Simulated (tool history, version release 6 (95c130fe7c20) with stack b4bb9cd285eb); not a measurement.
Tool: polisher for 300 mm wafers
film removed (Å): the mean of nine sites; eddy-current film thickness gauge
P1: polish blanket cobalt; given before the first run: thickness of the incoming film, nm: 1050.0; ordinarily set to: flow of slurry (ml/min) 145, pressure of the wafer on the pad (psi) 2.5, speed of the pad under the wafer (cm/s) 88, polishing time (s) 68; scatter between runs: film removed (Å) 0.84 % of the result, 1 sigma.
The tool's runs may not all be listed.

run,hour,flow of slurry (ml/min),pressure of the wafer on the pad (psi),speed of the pad under the wafer (cm/s),polishing time (s),film removed (Å)
1,3.7,145,2.5,88,68,3829.1
2,6.1,145,2.5,88,68,3885.5
3,10.6,145,2.5,88,68,3841.1
4,13.8,145,2.5,134,68,5797.8
5,18.2,145,3.8,88,68,5853.7
6,22.6,145,1.2,88,68,1858.3
# hour 25.8: head pressure recalibrated
7,26.2,145,2.5,88,68,3790.3
8,29.1,145,1.1,88,90,2242.4
9,33.3,195,2.5,88,68,3980.8
10,36.0,205,2.5,88,38,2285.9
11,41.0,145,2.5,88,44,2476.1
12,44.0,145,2.5,52,68,2266.7
13,49.3,145,2.5,88,68,3824.3
14,53.5,145,2.5,88,106,6082.6
15,58.6,145,3.2,88,93,6711.1
16,61.7,85,2.5,88,68,3385.0
17,66.6,145,2.5,88,68,3840.8
18,71.7,145,2.5,88,68,3686.3
19,75.3,145,2.5,88,68,3586.2
# hour 78.1: worn pad replaced by a new one
20,79.2,145,2.5,88,68,3654.3
21,82.6,145,2.5,88,68,3567.2
22,87.1,145,2.5,88,68,3514.7
23,92.2,145,2.5,88,68,3531.6
24,95.9,145,2.5,88,68,3508.2

P1 has crept away from where it was. The log is fitted equally well by each of these 2 causes, at the sizes shown:
A: head's pressure below its setpoint, % = 7.61
B: slurry flow missing at the pad, % = 30.9
Creep in the process output first set in at about hour 66.6.
What rules out each remaining cause:
removal rate lost through wear of the pad, %: serviced at hour 78.1, which brought nothing back

Consider the 4 check runs below, whose results appear as question marks and each of which averages 2 wafers. Which one distinguishes the causes, in that each cause would give it a clearly different result?
check 1,99.6,145,1.3,54,68,?
check 2,99.6,145,2.5,116,68,?
check 3,99.6,85,2.5,88,68,?
check 4,99.6,145,3.5,88,101,?

If the cause were each of the candidates in turn, the checks would give the following:
check,result,if A,if B
check 1,film removed (Å),1133.4,1133.4
check 2,film removed (Å),4682.2,4681.9
check 3,film removed (Å),3138.6,2995.4
check 4,film removed (Å),7386.1,7385.7
Minimum pairwise separation of causes per check, each pair taken at its best-separating result: check 1 0.01 %; check 2 0.01 %; check 3 4.67 %; check 4 0.01 %
The causes can be told apart only by check 3. The other checks would give nearly the same results under each of them.

Check 3 was then run and gave: film removed (Å) 3000.6. Which cause is it?

Of the candidate causes, it is B: slurry flow missing at the pad, %.
